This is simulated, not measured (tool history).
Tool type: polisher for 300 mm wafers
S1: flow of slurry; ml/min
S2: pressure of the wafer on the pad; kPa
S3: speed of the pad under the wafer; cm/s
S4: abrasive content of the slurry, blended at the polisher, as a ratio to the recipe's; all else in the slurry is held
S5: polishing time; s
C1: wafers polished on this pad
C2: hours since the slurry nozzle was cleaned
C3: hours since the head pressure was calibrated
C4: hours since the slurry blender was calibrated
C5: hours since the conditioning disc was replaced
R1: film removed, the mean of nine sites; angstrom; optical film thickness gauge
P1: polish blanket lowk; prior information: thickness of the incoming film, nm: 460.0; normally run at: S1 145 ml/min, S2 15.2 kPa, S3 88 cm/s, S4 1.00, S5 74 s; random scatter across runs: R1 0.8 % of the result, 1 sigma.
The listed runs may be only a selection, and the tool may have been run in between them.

run,day,S1,S2,S3,S4,S5,C1,C2,C3,C4,C5,R1
1,0.154,145,15.2,88,1.00,74,418,142.1,225.7,123.5,103.9,301.01
2,0.371,145,15.2,88,1.00,74,472,147.3,230.9,128.7,109.1,297.64
3,0.612,145,15.2,88,0.75,74,533,153.1,236.7,134.5,114.9,260.12
4,0.892,145,15.2,62,1.00,74,603,159.8,243.4,141.2,121.6,225.99
5,1.117,145,21.4,88,1.00,74,659,165.2,248.8,146.6,127.0,422.10
6,1.375,145,15.2,88,1.00,38,723,171.4,255.0,152.8,133.2,150.66
7,1.612,145,15.2,88,1.30,48,783,177.1,260.7,158.5,138.9,216.47
8,1.825,145,15.2,88,1.00,74,836,182.2,265.8,163.6,144.0,299.10
9,2.021,145,15.2,88,1.00,74,885,186.9,270.5,168.3,148.7,297.95
10,2.183,145,15.2,88,1.00,74,926,190.8,274.4,172.2,152.6,300.02
11,2.479,145,15.2,88,1.25,74,1000,197.9,281.5,179.3,159.7,331.94
12,2.775,145,15.2,88,1.00,74,1074,205.0,288.6,186.4,166.8,301.23
13,2.933,145,15.2,130,1.00,74,1113,208.8,292.4,190.2,170.6,412.21
14,3.088,145,15.2,88,1.00,74,1152,212.5,296.1,193.9,174.3,297.88
15,3.321,90,15.2,88,1.00,74,1210,218.1,301.7,199.5,179.9,268.02
16,3.542,145,15.2,88,1.00,114,1266,223.4,307.0,204.8,185.2,460.55
17,3.775,205,15.2,88,1.00,74,1324,229.0,312.6,210.4,190.8,313.24
18,4.058,145,6.9,88,1.00,74,1395,235.8,319.4,217.2,197.6,138.03
19,4.288,145,15.2,88,1.00,74,1452,241.3,324.9,222.7,203.1,297.17
20,4.542,145,15.2,88,1.00,74,1516,247.4,331.0,228.8,209.2,287.36
21,4.829,145,15.2,88,1.00,74,1588,254.3,337.9,235.7,216.1,276.95

Run 22 has not been measured yet. What should we expect?
22,4.983,145,15.2,88,1.00,74,1626,258.0,341.6,239.4,219.8,?

{"run 22": {"R1": 269.58}}

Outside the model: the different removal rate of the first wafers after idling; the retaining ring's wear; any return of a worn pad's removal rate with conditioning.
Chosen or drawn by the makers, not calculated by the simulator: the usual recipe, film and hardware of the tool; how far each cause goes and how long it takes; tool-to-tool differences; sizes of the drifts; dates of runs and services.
